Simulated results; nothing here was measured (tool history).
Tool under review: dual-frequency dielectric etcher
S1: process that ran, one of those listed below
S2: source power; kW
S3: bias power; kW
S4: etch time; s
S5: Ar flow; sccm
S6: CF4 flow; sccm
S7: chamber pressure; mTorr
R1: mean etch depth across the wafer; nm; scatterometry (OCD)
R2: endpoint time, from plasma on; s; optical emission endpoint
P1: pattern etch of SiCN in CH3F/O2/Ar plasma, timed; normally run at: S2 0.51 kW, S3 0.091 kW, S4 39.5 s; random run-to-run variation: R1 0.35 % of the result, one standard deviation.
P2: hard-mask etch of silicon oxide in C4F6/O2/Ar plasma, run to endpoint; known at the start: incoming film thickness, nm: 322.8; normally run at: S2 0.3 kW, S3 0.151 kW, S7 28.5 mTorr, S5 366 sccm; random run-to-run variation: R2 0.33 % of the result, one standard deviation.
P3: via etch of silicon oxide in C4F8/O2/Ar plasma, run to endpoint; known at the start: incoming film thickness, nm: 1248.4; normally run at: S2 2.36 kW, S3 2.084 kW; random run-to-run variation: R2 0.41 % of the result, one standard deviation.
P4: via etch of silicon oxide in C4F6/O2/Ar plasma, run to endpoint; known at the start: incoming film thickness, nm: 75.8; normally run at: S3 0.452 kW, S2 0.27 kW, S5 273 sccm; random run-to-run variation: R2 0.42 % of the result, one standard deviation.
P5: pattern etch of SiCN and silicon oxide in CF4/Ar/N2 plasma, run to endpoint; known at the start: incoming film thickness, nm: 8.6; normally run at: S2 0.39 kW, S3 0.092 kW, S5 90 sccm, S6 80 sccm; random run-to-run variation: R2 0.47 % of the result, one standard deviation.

run	hour	S1	S2	S3	S4	S5	S6	S7	R1	R2
1	6.9	P1	0.51	0.091	39.5				17.499	
2	17.5	P1	0.42	0.091	39.5				16.288	
3	29.2	P5	0.39	0.092		90	64			10.303
4	39.8	P5	0.39	0.092		68	80			9.614
5	50.9	P1	0.65	0.091	27				13.131	
6	59.6	P3	2.36	2.89						203.56
7	69.2	P3	3.01	2.084						203.78
8	76.9	P1	0.51	0.091	39.5				17.45	
9	85.5	P1	0.51	0.091	58.5				25.936	
10	94.3	P2	0.3	0.213		366		28.5		112.26
11	102	P1	0.51	0.054	39.5				14.612	
12	107.2	P1	0.51	0.091	29.5				13.079	
13	116.4	P4	0.27	0.452		273				20.695
# hour 119.9: wet clean of the chamber
14	122.8	P4	0.27	0.452		273				20.646
15	130.3	P5	0.39	0.055		90	80			11.848
# hour 134.4: source power generator calibrated
16	138.1	P1	0.64	0.091	39.5				18.971	
17	149.1	P2	0.3	0.151		366		35.5		128.98
18	160.1	P2	0.42	0.151		366		28.5		110.16
19	170.7	P2	0.3	0.151		468		28.5		129.82
20	182.1	P4	0.27	0.594		273				18.47
21	189.8	P4	0.27	0.452		205				19.877
22	199.1	P1	0.51	0.125	55.5				27.81	
23	204.4	P5	0.39	0.092		90	80			9.9927
24	214.2	P1	0.51	0.091	39.5				17.508	
25	221.8	P2	0.3	0.151		366		28.5		126.45
26	227.8	P1	0.51	0.091	39.5				17.608	
27	238.3	P1	0.51	0.112	39.5				18.881	
28	247.9	P3	2.36	2.084						225.34
29	255.3	P5	0.48	0.092		90	80			8.3698
30	262.1	P4	0.34	0.452		273				18.833
31	273.5	P5	0.39	0.092		90	80			10.023
32	279.4	P1	0.51	0.091	39.5				17.469	
33	286.8	P1	0.51	0.091	39.5				17.38	
34	295.6	P1	0.51	0.091	39.5				17.422	
35	306.5	P1	0.51	0.091	39.5				17.308	
36	315.6	P1	0.51	0.091	39.5				17.311	
37	321.9	P1	0.51	0.091	39.5				17.206	
# hour 325.1: wet clean of the chamber
38	332.7	P1	0.51	0.091	39.5				17.202	
39	337.8	P1	0.51	0.091	39.5				17.231	
40	344.7	P1	0.51	0.091	39.5				17.276	
41	353.1	P1	0.51	0.091	39.5				17.219	

The next listed run, before its measurement:
42	363	P1	0.51	0.091	39.5				?	

{"run 42": {"R1": 17.198}}
